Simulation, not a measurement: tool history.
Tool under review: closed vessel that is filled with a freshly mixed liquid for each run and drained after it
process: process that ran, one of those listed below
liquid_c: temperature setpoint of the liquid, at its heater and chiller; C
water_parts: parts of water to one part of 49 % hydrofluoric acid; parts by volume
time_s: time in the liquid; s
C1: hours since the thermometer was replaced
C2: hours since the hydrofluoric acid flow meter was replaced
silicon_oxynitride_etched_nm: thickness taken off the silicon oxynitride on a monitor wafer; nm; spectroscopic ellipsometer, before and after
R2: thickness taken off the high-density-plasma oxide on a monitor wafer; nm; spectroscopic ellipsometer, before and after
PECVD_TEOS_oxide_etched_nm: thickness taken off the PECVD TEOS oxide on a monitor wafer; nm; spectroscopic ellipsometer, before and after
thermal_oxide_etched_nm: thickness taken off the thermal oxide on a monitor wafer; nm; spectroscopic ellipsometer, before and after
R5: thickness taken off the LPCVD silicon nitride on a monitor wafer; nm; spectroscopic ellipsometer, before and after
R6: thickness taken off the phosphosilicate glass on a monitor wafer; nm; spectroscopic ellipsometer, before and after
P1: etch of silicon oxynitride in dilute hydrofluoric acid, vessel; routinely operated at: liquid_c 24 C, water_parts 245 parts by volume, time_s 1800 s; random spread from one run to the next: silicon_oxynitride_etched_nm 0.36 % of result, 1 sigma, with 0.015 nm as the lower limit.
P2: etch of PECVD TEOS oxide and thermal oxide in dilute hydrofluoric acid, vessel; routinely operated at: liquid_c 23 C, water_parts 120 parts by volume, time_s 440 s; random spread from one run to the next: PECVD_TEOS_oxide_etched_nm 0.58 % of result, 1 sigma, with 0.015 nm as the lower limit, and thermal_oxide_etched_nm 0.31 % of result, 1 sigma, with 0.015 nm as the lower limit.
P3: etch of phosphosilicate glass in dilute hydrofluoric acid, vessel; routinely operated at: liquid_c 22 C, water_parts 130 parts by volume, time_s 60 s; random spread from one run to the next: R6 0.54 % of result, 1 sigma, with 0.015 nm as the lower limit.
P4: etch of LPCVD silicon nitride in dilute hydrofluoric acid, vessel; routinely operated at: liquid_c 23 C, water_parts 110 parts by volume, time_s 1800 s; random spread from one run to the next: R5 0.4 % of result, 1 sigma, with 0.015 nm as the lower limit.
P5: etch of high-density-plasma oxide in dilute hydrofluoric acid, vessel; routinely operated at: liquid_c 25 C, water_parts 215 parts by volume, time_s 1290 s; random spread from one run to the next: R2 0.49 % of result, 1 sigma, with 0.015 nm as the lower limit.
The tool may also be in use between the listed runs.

{"run": 1, "hour": 15.8, "process": "P1", "liquid_c": 24, "water_parts": 245, "time_s": 1800, "C1": 1226.4, "C2": 1862.9, "silicon_oxynitride_etched_nm": 13.666}
{"run": 2, "hour": 24.2, "process": "P1", "liquid_c": 24, "water_parts": 245, "time_s": 3425, "C1": 1234.8, "C2": 1871.3, "silicon_oxynitride_etched_nm": 26.097}
{"run": 3, "hour": 34.2, "process": "P5", "liquid_c": 18.5, "water_parts": 215, "time_s": 1290, "C1": 1244.8, "C2": 1881.3, "R2": 27.238}
{"run": 4, "hour": 49.5, "process": "P5", "liquid_c": 25, "water_parts": 215, "time_s": 1290, "C1": 1260.1, "C2": 1896.6, "R2": 34.57}
{"run": 5, "hour": 59.7, "process": "P1", "liquid_c": 27.5, "water_parts": 245, "time_s": 1800, "C1": 1270.3, "C2": 1906.8, "silicon_oxynitride_etched_nm": 15.88}
{"run": 6, "hour": 68.8, "process": "P2", "liquid_c": 23, "water_parts": 120, "time_s": 825, "C1": 1279.4, "C2": 1915.9, "PECVD_TEOS_oxide_etched_nm": 108.24, "thermal_oxide_etched_nm": 29.275}
{"run": 7, "hour": 86.3, "process": "P4", "liquid_c": 23, "water_parts": 110, "time_s": 1800, "C1": 1296.9, "C2": 1933.4, "R5": 6.464}
{"run": 8, "hour": 95.7, "process": "P5", "liquid_c": 25, "water_parts": 215, "time_s": 1290, "C1": 1306.3, "C2": 1942.8, "R2": 34.648}
{"run": 9, "hour": 103.7, "process": "P1", "liquid_c": 17.5, "water_parts": 245, "time_s": 1800, "C1": 1314.3, "C2": 1950.8, "silicon_oxynitride_etched_nm": 10.21}
{"run": 10, "hour": 114.9, "process": "P5", "liquid_c": 25, "water_parts": 30, "time_s": 1290, "C1": 1325.5, "C2": 1962, "R2": 314.98}
{"run": 11, "hour": 124.3, "process": "P3", "liquid_c": 22, "water_parts": 130, "time_s": 30, "C1": 1334.9, "C2": 1971.4, "R6": 35.15}
{"run": 12, "hour": 136.4, "process": "P1", "liquid_c": 24, "water_parts": 245, "time_s": 585, "C1": 1347, "C2": 1983.5, "silicon_oxynitride_etched_nm": 4.4803}
{"run": 13, "hour": 151.7, "process": "P1", "liquid_c": 19, "water_parts": 245, "time_s": 2875, "C1": 1362.3, "C2": 1998.8, "silicon_oxynitride_etched_nm": 17.475}
{"run": 14, "hour": 167.4, "process": "P2", "liquid_c": 23, "water_parts": 120, "time_s": 440, "C1": 1378, "C2": 2014.5, "PECVD_TEOS_oxide_etched_nm": 58.045, "thermal_oxide_etched_nm": 15.699}
{"run": 15, "hour": 185.1, "process": "P3", "liquid_c": 22, "water_parts": 130, "time_s": 60, "C1": 1395.7, "C2": 2032.2, "R6": 69.53}
{"run": 16, "hour": 199.8, "process": "P4", "liquid_c": 17, "water_parts": 110, "time_s": 1800, "C1": 1410.4, "C2": 2046.9, "R5": 4.3142}
{"run": 17, "hour": 211.2, "process": "P5", "liquid_c": 25, "water_parts": 215, "time_s": 580, "C1": 1421.8, "C2": 2058.3, "R2": 15.528}
{"run": 18, "hour": 220.8, "process": "P1", "liquid_c": 24, "water_parts": 100, "time_s": 1800, "C1": 1431.4, "C2": 2067.9, "silicon_oxynitride_etched_nm": 37.563}
{"run": 19, "hour": 234.0, "process": "P2", "liquid_c": 23, "water_parts": 170, "time_s": 440, "C1": 1444.6, "C2": 2081.1, "PECVD_TEOS_oxide_etched_nm": 38.295, "thermal_oxide_etched_nm": 10.498}
{"run": 20, "hour": 248.1, "process": "P4", "liquid_c": 23, "water_parts": 70, "time_s": 1800, "C1": 1458.7, "C2": 2095.2, "R5": 10.084}
{"run": 21, "hour": 264.7, "process": "P3", "liquid_c": 22, "water_parts": 75, "time_s": 60, "C1": 1475.3, "C2": 2111.8, "R6": 130.12}
{"run": 22, "hour": 274.1, "process": "P4", "liquid_c": 23, "water_parts": 110, "time_s": 30, "C1": 1484.7, "C2": 2121.2, "R5": 0.10208}
{"run": 23, "hour": 291.3, "process": "P3", "liquid_c": 17, "water_parts": 130, "time_s": 60, "C1": 1501.9, "C2": 2138.4, "R6": 57.281}
{"run": 24, "hour": 305.1, "process": "P1", "liquid_c": 24, "water_parts": 245, "time_s": 1800, "C1": 1515.7, "C2": 2152.2, "silicon_oxynitride_etched_nm": 13.68}
{"run": 25, "hour": 317.0, "process": "P3", "liquid_c": 22, "water_parts": 130, "time_s": 60, "C1": 1527.6, "C2": 2164.1, "R6": 70.131}
{"run": 26, "hour": 325.5, "process": "P1", "liquid_c": 24, "water_parts": 445, "time_s": 1800, "C1": 1536.1, "C2": 2172.6, "silicon_oxynitride_etched_nm": 6.6008}
{"run": 27, "hour": 337.6, "process": "P1", "liquid_c": 24, "water_parts": 245, "time_s": 1800, "C1": 1548.2, "C2": 2184.7, "silicon_oxynitride_etched_nm": 13.635}
{"run": 28, "hour": 355.3, "process": "P1", "liquid_c": 24, "water_parts": 245, "time_s": 1800, "C1": 1565.9, "C2": 2202.4, "silicon_oxynitride_etched_nm": 13.699}
{"run": 29, "hour": 366.1, "process": "P1", "liquid_c": 24, "water_parts": 245, "time_s": 1800, "C1": 1576.7, "C2": 2213.2, "silicon_oxynitride_etched_nm": 13.746}
{"run": 30, "hour": 381.4, "process": "P1", "liquid_c": 24, "water_parts": 245, "time_s": 1800, "C1": 1592, "C2": 2228.5, "silicon_oxynitride_etched_nm": 13.653}
{"run": 31, "hour": 398.9, "process": "P4", "liquid_c": 23, "water_parts": 110, "time_s": 1800, "C1": 1609.5, "C2": 2246, "R5": 6.4777}
{"run": 32, "hour": 408.2, "process": "P2", "liquid_c": 17, "water_parts": 120, "time_s": 440, "C1": 1618.8, "C2": 2255.3, "PECVD_TEOS_oxide_etched_nm": 45.454, "thermal_oxide_etched_nm": 12.369}
{"run": 33, "hour": 417.3, "process": "P1", "liquid_c": 24, "water_parts": 245, "time_s": 1800, "C1": 1627.9, "C2": 2264.4, "silicon_oxynitride_etched_nm": 13.719}
{"run": 34, "hour": 425.3, "process": "P1", "liquid_c": 24, "water_parts": 245, "time_s": 1800, "C1": 1635.9, "C2": 2272.4, "silicon_oxynitride_etched_nm": 14.007}
{"run": 35, "hour": 437.8, "process": "P1", "liquid_c": 24, "water_parts": 245, "time_s": 1800, "C1": 1648.4, "C2": 2284.9, "silicon_oxynitride_etched_nm": 14.361}
{"run": 36, "hour": 454.8, "process": "P1", "liquid_c": 24, "water_parts": 245, "time_s": 1800, "C1": 1665.4, "C2": 2301.9, "silicon_oxynitride_etched_nm": 14.667}
{"run": 37, "hour": 468.1, "process": "P1", "liquid_c": 24, "water_parts": 245, "time_s": 1800, "C1": 1678.7, "C2": 2315.2, "silicon_oxynitride_etched_nm": 14.832}
{"run": 38, "hour": 478.6, "process": "P1", "liquid_c": 24, "water_parts": 245, "time_s": 1800, "C1": 1689.2, "C2": 2325.7, "silicon_oxynitride_etched_nm": 14.907}
{"run": 39, "hour": 492.4, "process": "P1", "liquid_c": 24, "water_parts": 245, "time_s": 1800, "C1": 1703, "C2": 2339.5, "silicon_oxynitride_etched_nm": 15.097}
{"run": 40, "hour": 504.5, "process": "P1", "liquid_c": 24, "water_parts": 245, "time_s": 1800, "C1": 1715.1, "C2": 2351.6, "silicon_oxynitride_etched_nm": 14.956}
{"run": 41, "hour": 514.7, "process": "P1", "liquid_c": 24, "water_parts": 245, "time_s": 1800, "C1": 1725.3, "C2": 2361.8, "silicon_oxynitride_etched_nm": 15.194}
{"run": 42, "hour": 523.2, "process": "P1", "liquid_c": 24, "water_parts": 245, "time_s": 1800, "C1": 1733.8, "C2": 2370.3, "silicon_oxynitride_etched_nm": 15.127}
{"run": 43, "hour": 539.4, "process": "P1", "liquid_c": 24, "water_parts": 245, "time_s": 1800, "C1": 1750, "C2": 2386.5, "silicon_oxynitride_etched_nm": 15.07}

What P1 gives has crept away from where it was. These 2 causes fit the log equally well, each at the size given:
A: liquid hotter than its thermometer reads (K) = 2.25
B: hydrofluoric acid flow above the setpoint (%) = 8.6
Creep in the process output first set in at about hour 417.3.

Below are 4 check runs, each averaged over 2 wafers, with their results shown as question marks. Which of them would give clearly different results depending on which cause is behind the drift?
{"run": "check 1", "hour": 555.6, "process": "P2", "liquid_c": 18, "water_parts": 155, "time_s": 440, "PECVD_TEOS_oxide_etched_nm": "?", "thermal_oxide_etched_nm": "?"}
{"run": "check 2", "hour": 555.6, "process": "P4", "liquid_c": 23, "water_parts": 110, "time_s": 320, "R5": "?"}
{"run": "check 3", "hour": 555.6, "process": "P3", "liquid_c": 22, "water_parts": 130, "time_s": 30, "R6": "?"}
{"run": "check 4", "hour": 555.6, "process": "P5", "liquid_c": 25, "water_parts": 50, "time_s": 1290, "R2": "?"}

Predicted outcomes, by check and by cause:
check=check_1 result=PECVD_TEOS_oxide_etched_nm if_A=38.701 if_B=38.88
check=check_1 result=thermal_oxide_etched_nm if_A=10.475 if_B=10.524
check=check_2 result=R5 if_A=1.3418 if_B=1.2558
check=check_3 result=R6 if_A=38.206 if_B=38.44
check=check_4 result=R2 if_A=199.31 if_B=198.68
Distance between the nearest two causes, measured in the result of the check that separates them most: check 1 0.46 %; check 2 6.63 %; check 3 0.61 %; check 4 0.31 %
Check 2 distinguishes between the causes, while the remaining checks would return nearly the same result for all of them.

Check 2 was then run and gave: R5 1.2634 nm. Which cause is it?

The cause is B: hydrofluoric acid flow above the setpoint (%).
